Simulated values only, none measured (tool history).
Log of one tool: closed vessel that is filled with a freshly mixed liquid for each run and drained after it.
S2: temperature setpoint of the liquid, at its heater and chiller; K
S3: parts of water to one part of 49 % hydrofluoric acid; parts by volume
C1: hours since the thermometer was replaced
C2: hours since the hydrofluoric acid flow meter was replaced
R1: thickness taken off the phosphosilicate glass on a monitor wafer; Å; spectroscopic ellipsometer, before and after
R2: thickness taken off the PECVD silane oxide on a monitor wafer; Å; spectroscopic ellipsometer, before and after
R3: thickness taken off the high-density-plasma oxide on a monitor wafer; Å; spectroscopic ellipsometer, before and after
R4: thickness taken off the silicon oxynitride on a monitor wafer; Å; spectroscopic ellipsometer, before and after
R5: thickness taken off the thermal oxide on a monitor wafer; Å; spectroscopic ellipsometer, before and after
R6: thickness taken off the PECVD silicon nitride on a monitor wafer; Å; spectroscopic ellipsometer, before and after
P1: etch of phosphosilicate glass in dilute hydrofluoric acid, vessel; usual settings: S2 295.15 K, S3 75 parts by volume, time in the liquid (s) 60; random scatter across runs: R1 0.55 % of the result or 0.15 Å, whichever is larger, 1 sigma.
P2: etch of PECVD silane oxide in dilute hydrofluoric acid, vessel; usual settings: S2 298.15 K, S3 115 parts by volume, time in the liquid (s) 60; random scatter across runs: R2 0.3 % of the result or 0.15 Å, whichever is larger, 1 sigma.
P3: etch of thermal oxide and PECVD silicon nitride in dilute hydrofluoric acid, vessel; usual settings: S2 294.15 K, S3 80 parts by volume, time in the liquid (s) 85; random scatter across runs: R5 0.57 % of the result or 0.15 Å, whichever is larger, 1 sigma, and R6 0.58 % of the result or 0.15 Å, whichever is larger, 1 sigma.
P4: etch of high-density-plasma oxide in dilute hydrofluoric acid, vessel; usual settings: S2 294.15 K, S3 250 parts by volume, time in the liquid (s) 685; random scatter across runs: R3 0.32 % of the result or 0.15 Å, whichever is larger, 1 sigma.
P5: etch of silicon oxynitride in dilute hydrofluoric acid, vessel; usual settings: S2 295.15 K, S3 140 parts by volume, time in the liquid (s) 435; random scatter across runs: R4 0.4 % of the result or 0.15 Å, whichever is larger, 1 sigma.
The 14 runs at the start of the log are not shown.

Run 15, day 6.038: process that ran P3, S2 294.15 K, S3 20 parts by volume, time in the liquid (s) 85; C1 1410.3; C2 1558.7. Result: R5 192.790 Å, R6 159.520 Å.
Run 16, day 6.371: process that ran P5, S2 295.15 K, S3 140 parts by volume, time in the liquid (s) 745; C1 1418.3; C2 1566.7. Result: R4 132.18 Å.
Run 17, day 6.942: process that ran P3, S2 294.15 K, S3 80 parts by volume, time in the liquid (s) 165; C1 1432.0; C2 1580.4. Result: R5 86.950 Å, R6 81.390 Å.
Run 18, day 7.483: process that ran P4, S2 294.15 K, S3 70 parts by volume, time in the liquid (s) 685; C1 1445.0; C2 1593.4. Result: R3 662.730 Å.
Run 19, day 7.871: process that ran P1, S2 295.15 K, S3 75 parts by volume, time in the liquid (s) 95; C1 1454.3; C2 1602.7. Result: R1 718.12 Å.
Run 20, day 8.179: process that ran P1, S2 295.15 K, S3 25 parts by volume, time in the liquid (s) 60; C1 1461.7; C2 1610.1. Result: R1 1463.50 Å.
Run 21, day 8.717: process that ran P3, S2 301.65 K, S3 80 parts by volume, time in the liquid (s) 85; C1 1474.6; C2 1623.0. Result: R5 60.408 Å, R6 68.234 Å.
Run 22, day 8.996: process that ran P2, S2 298.15 K, S3 115 parts by volume, time in the liquid (s) 60; C1 1481.3; C2 1629.7. Result: R2 79.306 Å.
Run 23, day 9.525: process that ran P1, S2 295.15 K, S3 75 parts by volume, time in the liquid (s) 60; C1 1494.0; C2 1642.4. Result: R1 457.84 Å.
Run 24, day 9.975: process that ran P3, S2 294.15 K, S3 80 parts by volume, time in the liquid (s) 85; C1 1504.8; C2 1653.2. Result: R5 45.285 Å, R6 41.172 Å.
Run 25, day 10.521: process that ran P5, S2 295.15 K, S3 90 parts by volume, time in the liquid (s) 435; C1 1517.9; C2 1666.3. Result: R4 124.68 Å.
Run 26, day 10.850: process that ran P1, S2 302.65 K, S3 75 parts by volume, time in the liquid (s) 105; C1 1525.8; C2 1674.2. Result: R1 1080.80 Å.
Run 27, day 11.192: process that ran P1, S2 295.15 K, S3 130 parts by volume, time in the liquid (s) 60; C1 1534.0; C2 1682.4. Result: R1 248.80 Å.

Run 28 comes next. What will it give?
Run 28, day 11.746: process that ran P2, S2 298.15 K, S3 165 parts by volume, time in the liquid (s) 60; C1 1547.3; C2 1695.7. Result: R2 ?.

R2: 52.539 Å
